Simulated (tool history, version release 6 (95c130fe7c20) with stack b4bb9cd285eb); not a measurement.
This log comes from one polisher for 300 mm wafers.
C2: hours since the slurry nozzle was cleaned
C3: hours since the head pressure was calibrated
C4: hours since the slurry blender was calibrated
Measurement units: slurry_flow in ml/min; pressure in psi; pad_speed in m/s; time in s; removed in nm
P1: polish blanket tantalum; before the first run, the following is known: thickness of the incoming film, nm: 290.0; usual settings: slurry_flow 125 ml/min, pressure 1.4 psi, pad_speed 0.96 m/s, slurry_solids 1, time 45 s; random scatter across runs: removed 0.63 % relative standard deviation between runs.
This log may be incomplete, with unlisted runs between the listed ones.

{"run": 1, "hour": 17.2, "slurry_flow": 125, "pressure": 1.4, "pad_speed": 0.96, "slurry_solids": 1, "time": 45, "wafers polished on this pad": 1075, "C2": 268.2, "C3": 221.5, "C4": 251.8, "removed": 42.392}
{"run": 2, "hour": 26.2, "slurry_flow": 125, "pressure": 0.7, "pad_speed": 0.96, "slurry_solids": 1, "time": 45, "wafers polished on this pad": 1199, "C2": 277.2, "C3": 230.5, "C4": 260.8, "removed": 21.001}
{"run": 3, "hour": 35.5, "slurry_flow": 125, "pressure": 1.4, "pad_speed": 0.96, "slurry_solids": 1, "time": 45, "wafers polished on this pad": 1326, "C2": 286.5, "C3": 239.8, "C4": 270.1, "removed": 42.124}
{"run": 4, "hour": 52.0, "slurry_flow": 125, "pressure": 1.4, "pad_speed": 0.96, "slurry_solids": 1, "time": 66, "wafers polished on this pad": 1553, "C2": 303, "C3": 256.3, "C4": 286.6, "removed": 61.235}
{"run": 5, "hour": 67.6, "slurry_flow": 125, "pressure": 1.4, "pad_speed": 0.96, "slurry_solids": 1, "time": 45, "wafers polished on this pad": 1767, "C2": 318.6, "C3": 271.9, "C4": 302.2, "removed": 42.257}
{"run": 6, "hour": 79.2, "slurry_flow": 125, "pressure": 1.4, "pad_speed": 0.96, "slurry_solids": 1, "time": 20, "wafers polished on this pad": 1926, "C2": 330.2, "C3": 283.5, "C4": 313.8, "removed": 18.544}
{"hour": 90.1, "done": "slurry blender recalibrated"}
{"run": 7, "hour": 91.7, "slurry_flow": 125, "pressure": 1.9, "pad_speed": 0.96, "slurry_solids": 1, "time": 45, "wafers polished on this pad": 2097, "C2": 342.7, "C3": 296, "C4": 1.7, "removed": 57.056}
{"run": 8, "hour": 108.7, "slurry_flow": 125, "pressure": 1.4, "pad_speed": 0.96, "slurry_solids": 0.65, "time": 68, "wafers polished on this pad": 2331, "C2": 359.7, "C3": 313, "C4": 18.7, "removed": 55.468}
{"run": 9, "hour": 120.5, "slurry_flow": 125, "pressure": 1.4, "pad_speed": 0.96, "slurry_solids": 1.5, "time": 32, "wafers polished on this pad": 2493, "C2": 371.5, "C3": 324.8, "C4": 30.5, "removed": 32.87}
{"run": 10, "hour": 136.7, "slurry_flow": 125, "pressure": 1.4, "pad_speed": 0.44, "slurry_solids": 1, "time": 45, "wafers polished on this pad": 2715, "C2": 387.7, "C3": 341, "C4": 46.7, "removed": 19.145}
{"run": 11, "hour": 145.1, "slurry_flow": 125, "pressure": 1.4, "pad_speed": 0.96, "slurry_solids": 1.5, "time": 45, "wafers polished on this pad": 2830, "C2": 396.1, "C3": 349.4, "C4": 55.1, "removed": 46.399}
{"run": 12, "hour": 158.5, "slurry_flow": 125, "pressure": 1.4, "pad_speed": 1.52, "slurry_solids": 1, "time": 45, "wafers polished on this pad": 3014, "C2": 409.5, "C3": 362.8, "C4": 68.5, "removed": 66.734}
{"run": 13, "hour": 172.2, "slurry_flow": 125, "pressure": 1.4, "pad_speed": 0.96, "slurry_solids": 1, "time": 45, "wafers polished on this pad": 3202, "C2": 423.2, "C3": 376.5, "C4": 82.2, "removed": 41.877}
{"run": 14, "hour": 188.9, "slurry_flow": 125, "pressure": 1.4, "pad_speed": 0.96, "slurry_solids": 0.55, "time": 45, "wafers polished on this pad": 3431, "C2": 439.9, "C3": 393.2, "C4": 98.9, "removed": 34.58}
{"run": 15, "hour": 199.2, "slurry_flow": 75, "pressure": 1.4, "pad_speed": 0.96, "slurry_solids": 1, "time": 45, "wafers polished on this pad": 3572, "C2": 450.2, "C3": 403.5, "C4": 109.2, "removed": 37.158}
{"hour": 205.6, "done": "head pressure recalibrated"}
{"run": 16, "hour": 208.9, "slurry_flow": 200, "pressure": 1.4, "pad_speed": 0.96, "slurry_solids": 1, "time": 45, "wafers polished on this pad": 3705, "C2": 459.9, "C3": 3.3, "C4": 118.9, "removed": 45.444}
{"run": 17, "hour": 220.2, "slurry_flow": 125, "pressure": 1.4, "pad_speed": 0.96, "slurry_solids": 1, "time": 45, "wafers polished on this pad": 3860, "C2": 471.2, "C3": 14.6, "C4": 130.2, "removed": 42.261}
{"run": 18, "hour": 230.3, "slurry_flow": 125, "pressure": 1.4, "pad_speed": 0.96, "slurry_solids": 1, "time": 45, "wafers polished on this pad": 3999, "C2": 481.3, "C3": 24.7, "C4": 140.3, "removed": 41.908}

Predict the results of run 19:
{"run": 19, "hour": 239.9, "slurry_flow": 125, "pressure": 1.4, "pad_speed": 0.96, "slurry_solids": 1, "time": 45, "wafers polished on this pad": 4131, "C2": 490.9, "C3": 34.3, "C4": 149.9, "removed": "?"}

{"run 19": {"removed": 41.247}}

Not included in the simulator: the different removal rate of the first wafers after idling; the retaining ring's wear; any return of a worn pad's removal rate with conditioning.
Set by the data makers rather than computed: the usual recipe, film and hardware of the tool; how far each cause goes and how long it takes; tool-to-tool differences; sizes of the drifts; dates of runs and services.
